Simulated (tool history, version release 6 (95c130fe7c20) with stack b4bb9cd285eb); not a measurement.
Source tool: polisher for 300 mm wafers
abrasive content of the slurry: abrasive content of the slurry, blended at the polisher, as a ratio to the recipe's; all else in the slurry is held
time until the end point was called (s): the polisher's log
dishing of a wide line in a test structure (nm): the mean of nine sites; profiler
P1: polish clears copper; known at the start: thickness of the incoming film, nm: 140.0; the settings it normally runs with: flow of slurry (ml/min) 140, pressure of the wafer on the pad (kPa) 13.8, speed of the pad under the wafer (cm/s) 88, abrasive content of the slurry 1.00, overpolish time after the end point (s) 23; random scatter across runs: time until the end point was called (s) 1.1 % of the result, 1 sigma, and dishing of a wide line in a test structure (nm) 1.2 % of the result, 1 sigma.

| run | hour | flow of slurry (ml/min) | pressure of the wafer on the pad (kPa) | speed of the pad under the wafer (cm/s) | abrasive content of the slurry | overpolish time after the end point (s) | time until the end point was called (s) | dishing of a wide line in a test structure (nm) |
|---|---|---|---|---|---|---|---|---|
| 1 | 11.8 | 140 | 13.8 | 88 | 1.00 | 23 | 63.946 | 33.0770 |
| 2 | 26.7 | 140 | 13.8 | 42 | 1.00 | 23 | 137.940 | 17.1770 |
| 3 | 37.7 | 85 | 18.6 | 88 | 1.00 | 23 | 54.215 | 39.5420 |
| 4 | 45.2 | 140 | 13.8 | 88 | 1.00 | 23 | 65.870 | 32.7970 |
| 5 | 61.3 | 140 | 13.8 | 88 | 1.00 | 23 | 65.838 | 33.2310 |
| 6 | 72.1 | 140 | 13.8 | 88 | 1.00 | 45 | 66.588 | 56.5520 |
| 7 | 86.6 | 140 | 13.8 | 88 | 0.55 | 23 | 74.173 | 30.3010 |
| 8 | 101.6 | 140 | 13.8 | 112 | 1.00 | 23 | 51.432 | 40.6260 |
| 9 | 111.7 | 140 | 13.8 | 88 | 1.00 | 23 | 64.440 | 33.1470 |
| 10 | 121.4 | 140 | 13.8 | 48 | 1.00 | 7 | 118.380 | 6.0801 |
| 11 | 134.9 | 95 | 13.8 | 88 | 1.00 | 23 | 72.423 | 30.9490 |
| 12 | 150.7 | 140 | 13.8 | 88 | 1.40 | 23 | 59.361 | 35.0920 |
|  | 152.2 | head pressure recalibrated |
| 13 | 161.0 | 140 | 13.8 | 88 | 1.00 | 7 | 65.615 | 11.3220 |
| 14 | 169.8 | 205 | 13.8 | 88 | 1.00 | 23 | 61.304 | 34.2390 |
| 15 | 179.7 | 140 | 13.8 | 88 | 1.00 | 23 | 65.969 | 32.5840 |
| 16 | 190.2 | 140 | 6.9 | 88 | 1.00 | 23 | 129.430 | 17.3990 |
| 17 | 200.0 | 140 | 21.4 | 88 | 1.00 | 23 | 41.951 | 49.3930 |
| 18 | 212.2 | 210 | 13.8 | 88 | 1.25 | 23 | 58.402 | 36.7410 |
| 19 | 225.8 | 140 | 13.8 | 88 | 1.00 | 23 | 66.033 | 33.0000 |
| 20 | 236.8 | 140 | 13.8 | 88 | 1.00 | 23 | 68.110 | 31.8720 |
| 21 | 248.2 | 140 | 13.8 | 88 | 1.00 | 23 | 67.830 | 30.8990 |
| 22 | 259.7 | 140 | 13.8 | 88 | 1.00 | 23 | 70.003 | 31.8650 |

Run 23 has not been measured yet. What should we expect?
| 23 | 271.7 | 140 | 13.8 | 88 | 1.00 | 23 | ? | ? |

{"run 23": {"time until the end point was called (s)": 71.416, "dishing of a wide line in a test structure (nm)": 30.726}}

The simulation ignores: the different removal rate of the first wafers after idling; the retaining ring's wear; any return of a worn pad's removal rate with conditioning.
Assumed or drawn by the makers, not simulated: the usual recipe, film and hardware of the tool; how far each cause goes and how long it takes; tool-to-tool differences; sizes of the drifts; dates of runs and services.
